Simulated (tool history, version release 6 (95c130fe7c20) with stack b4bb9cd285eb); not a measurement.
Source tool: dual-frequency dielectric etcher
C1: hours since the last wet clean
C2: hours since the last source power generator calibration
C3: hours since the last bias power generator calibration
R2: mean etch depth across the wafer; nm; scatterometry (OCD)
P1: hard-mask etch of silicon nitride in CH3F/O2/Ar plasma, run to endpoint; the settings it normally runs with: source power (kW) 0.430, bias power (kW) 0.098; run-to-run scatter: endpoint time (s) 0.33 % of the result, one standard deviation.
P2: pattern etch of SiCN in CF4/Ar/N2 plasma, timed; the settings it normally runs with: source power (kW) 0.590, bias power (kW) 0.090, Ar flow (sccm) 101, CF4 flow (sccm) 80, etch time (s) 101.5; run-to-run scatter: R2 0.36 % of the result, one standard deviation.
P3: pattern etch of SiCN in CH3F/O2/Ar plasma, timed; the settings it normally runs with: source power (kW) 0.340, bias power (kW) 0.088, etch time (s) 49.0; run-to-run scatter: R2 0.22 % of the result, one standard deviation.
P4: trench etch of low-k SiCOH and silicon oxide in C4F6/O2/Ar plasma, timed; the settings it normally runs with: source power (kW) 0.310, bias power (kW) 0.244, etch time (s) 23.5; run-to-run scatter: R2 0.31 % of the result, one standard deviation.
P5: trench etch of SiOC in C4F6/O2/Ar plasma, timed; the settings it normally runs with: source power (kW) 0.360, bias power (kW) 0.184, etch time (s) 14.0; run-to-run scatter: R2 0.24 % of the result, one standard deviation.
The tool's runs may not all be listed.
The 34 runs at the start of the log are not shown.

Run 35, day 6.908: process that ran P1, source power (kW) 0.430, bias power (kW) 0.098; C1 540.9; C2 2255.8; C3 4031.9. Result: endpoint time (s) 59.127.
Run 36, day 7.125: process that ran P1, source power (kW) 0.430, bias power (kW) 0.098; C1 546.1; C2 2261.0; C3 4037.1. Result: endpoint time (s) 59.223.
Run 37, day 7.288: process that ran P1, source power (kW) 0.430, bias power (kW) 0.098; C1 550.0; C2 2264.9; C3 4041.0. Result: endpoint time (s) 58.873.
Run 38, day 7.458: process that ran P1, source power (kW) 0.430, bias power (kW) 0.098; C1 554.1; C2 2269.0; C3 4045.1. Result: endpoint time (s) 59.108.
Run 39, day 7.596: process that ran P1, source power (kW) 0.430, bias power (kW) 0.098; C1 557.4; C2 2272.3; C3 4048.4. Result: endpoint time (s) 58.496.
Run 40, day 7.729: process that ran P1, source power (kW) 0.430, bias power (kW) 0.098; C1 560.6; C2 2275.5; C3 4051.6. Result: endpoint time (s) 58.899.
Run 41, day 7.854: process that ran P1, source power (kW) 0.430, bias power (kW) 0.098; C1 563.6; C2 2278.5; C3 4054.6. Result: endpoint time (s) 58.921.
Run 42, day 8.100: process that ran P1, source power (kW) 0.430, bias power (kW) 0.098; C1 569.5; C2 2284.4; C3 4060.5. Result: endpoint time (s) 58.876.
At day 8.208: wet clean of the chamber.
Run 43, day 8.258: process that ran P1, source power (kW) 0.430, bias power (kW) 0.098; C1 1.3; C2 2288.2; C3 4064.3. Result: endpoint time (s) 58.913.

What does the tool deliver on the next run?
Run 44, day 8.492: process that ran P1, source power (kW) 0.430, bias power (kW) 0.098; C1 6.9; C2 2293.8; C3 4069.9. Result: endpoint time (s) ?.

Run 44 measured endpoint time (s) 58.579.
